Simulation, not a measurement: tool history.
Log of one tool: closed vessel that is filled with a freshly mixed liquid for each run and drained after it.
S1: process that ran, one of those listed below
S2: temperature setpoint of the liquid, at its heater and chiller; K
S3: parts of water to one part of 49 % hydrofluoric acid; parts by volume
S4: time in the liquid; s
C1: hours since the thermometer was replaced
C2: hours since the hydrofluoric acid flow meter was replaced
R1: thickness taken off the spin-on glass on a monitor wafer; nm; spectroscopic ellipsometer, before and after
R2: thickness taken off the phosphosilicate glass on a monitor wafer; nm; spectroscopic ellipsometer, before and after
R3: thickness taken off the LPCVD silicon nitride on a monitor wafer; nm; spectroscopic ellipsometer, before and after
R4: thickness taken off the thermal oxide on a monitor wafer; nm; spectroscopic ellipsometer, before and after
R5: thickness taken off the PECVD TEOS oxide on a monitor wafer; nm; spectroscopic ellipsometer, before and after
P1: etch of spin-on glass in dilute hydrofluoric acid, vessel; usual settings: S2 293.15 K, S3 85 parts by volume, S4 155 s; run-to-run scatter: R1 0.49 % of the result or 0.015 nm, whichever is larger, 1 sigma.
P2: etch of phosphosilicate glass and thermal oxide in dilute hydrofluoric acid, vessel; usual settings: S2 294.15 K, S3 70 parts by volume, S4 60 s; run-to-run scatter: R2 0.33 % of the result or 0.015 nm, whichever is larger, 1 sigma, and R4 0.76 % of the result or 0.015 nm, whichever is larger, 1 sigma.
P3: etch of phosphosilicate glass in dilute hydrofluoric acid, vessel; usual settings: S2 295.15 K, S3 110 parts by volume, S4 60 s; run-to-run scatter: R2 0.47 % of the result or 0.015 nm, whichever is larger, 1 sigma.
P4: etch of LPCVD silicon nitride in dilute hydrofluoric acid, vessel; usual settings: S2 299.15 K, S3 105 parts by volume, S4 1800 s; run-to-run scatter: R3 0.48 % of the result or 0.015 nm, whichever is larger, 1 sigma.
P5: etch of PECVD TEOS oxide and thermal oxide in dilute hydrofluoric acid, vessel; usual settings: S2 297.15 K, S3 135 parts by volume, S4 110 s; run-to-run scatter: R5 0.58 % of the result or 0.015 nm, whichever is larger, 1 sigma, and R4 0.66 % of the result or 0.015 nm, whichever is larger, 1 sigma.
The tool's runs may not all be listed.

run 1 hour=3.5 | S1=P1 S2=293.15 S3=85 S4=155 | C1=409.4 C2=1237.1 | R1=34.161
run 2 hour=7.2 | S1=P3 S2=295.15 S3=110 S4=90 | C1=413.1 C2=1240.8 | R2=97.355
run 3 hour=12.6 | S1=P3 S2=295.15 S3=180 S4=60 | C1=418.5 C2=1246.2 | R2=36.64
run 4 hour=17.2 | S1=P1 S2=293.15 S3=50 S4=155 | C1=423.1 C2=1250.8 | R1=60.471
run 5 hour=21.8 | S1=P3 S2=299.15 S3=110 S4=60 | C1=427.7 C2=1255.4 | R2=75.934
run 6 hour=27.8 | S1=P4 S2=299.15 S3=105 S4=1800 | C1=433.7 C2=1261.4 | R3=10.413
run 7 hour=31.6 | S1=P3 S2=295.15 S3=110 S4=60 | C1=437.5 C2=1265.2 | R2=64.892
run 8 hour=37.6 | S1=P2 S2=294.15 S3=70 S4=115 | C1=443.5 C2=1271.2 | R2=283.9 R4=6.7181
run 9 hour=42.4 | S1=P5 S2=301.65 S3=135 S4=110 | C1=448.3 C2=1276 | R4=4.2959 R5=7.7814
run 10 hour=48.7 | S1=P1 S2=293.15 S3=85 S4=155 | C1=454.6 C2=1282.3 | R1=33.998
run 11 hour=55.5 | S1=P1 S2=293.15 S3=85 S4=155 | C1=461.4 C2=1289.1 | R1=33.963
run 12 hour=61.8 | S1=P2 S2=298.65 S3=70 S4=60 | C1=467.7 C2=1295.4 | R2=178.3 R4=4.2219
run 13 hour=68.1 | S1=P1 S2=293.15 S3=85 S4=155 | C1=474 C2=1301.7 | R1=34.145
run 14 hour=73.3 | S1=P4 S2=293.65 S3=105 S4=1800 | C1=479.2 C2=1306.9 | R3=7.285
run 15 hour=77.4 | S1=P1 S2=293.15 S3=85 S4=155 | C1=483.3 C2=1311 | R1=33.923
run 16 hour=83.9 | S1=P5 S2=297.15 S3=135 S4=110 | C1=489.8 C2=1317.5 | R4=3.6714 R5=6.643
run 17 hour=88.2 | S1=P4 S2=299.15 S3=65 S4=1800 | C1=494.1 C2=1321.8 | R3=16.943
run 18 hour=94.1 | S1=P5 S2=297.15 S3=135 S4=110 | C1=500 C2=1327.7 | R4=3.6532 R5=6.6501
run 19 hour=100.1 | S1=P1 S2=293.15 S3=85 S4=30 | C1=506 C2=1333.7 | R1=6.6671
run 20 hour=106.6 | S1=P1 S2=290.15 S3=85 S4=290 | C1=512.5 C2=1340.2 | R1=56.648
run 21 hour=111.9 | S1=P1 S2=290.15 S3=85 S4=30 | C1=517.8 C2=1345.5 | R1=5.7924
-- hour=114.5 thermometer replaced
run 22 hour=117.2 | S1=P1 S2=301.15 S3=85 S4=155 | C1=2.7 C2=1350.8 | R1=46.943
run 23 hour=122.3 | S1=P3 S2=295.15 S3=110 S4=60 | C1=7.8 C2=1355.9 | R2=65.053
run 24 hour=126.6 | S1=P5 S2=297.15 S3=35 S4=110 | C1=12.1 C2=1360.2 | R4=15.879 R5=29.145
run 25 hour=130.1 | S1=P5 S2=297.15 S3=135 S4=35 | C1=15.6 C2=1363.7 | R4=1.1864 R5=2.0811

Forecast run 26:
run 26 hour=137 | S1=P2 S2=294.15 S3=95 S4=60 | C1=22.5 C2=1370.6 | R2=? R4=?

R2: 105.58 nm
R4: 2.5107 nm
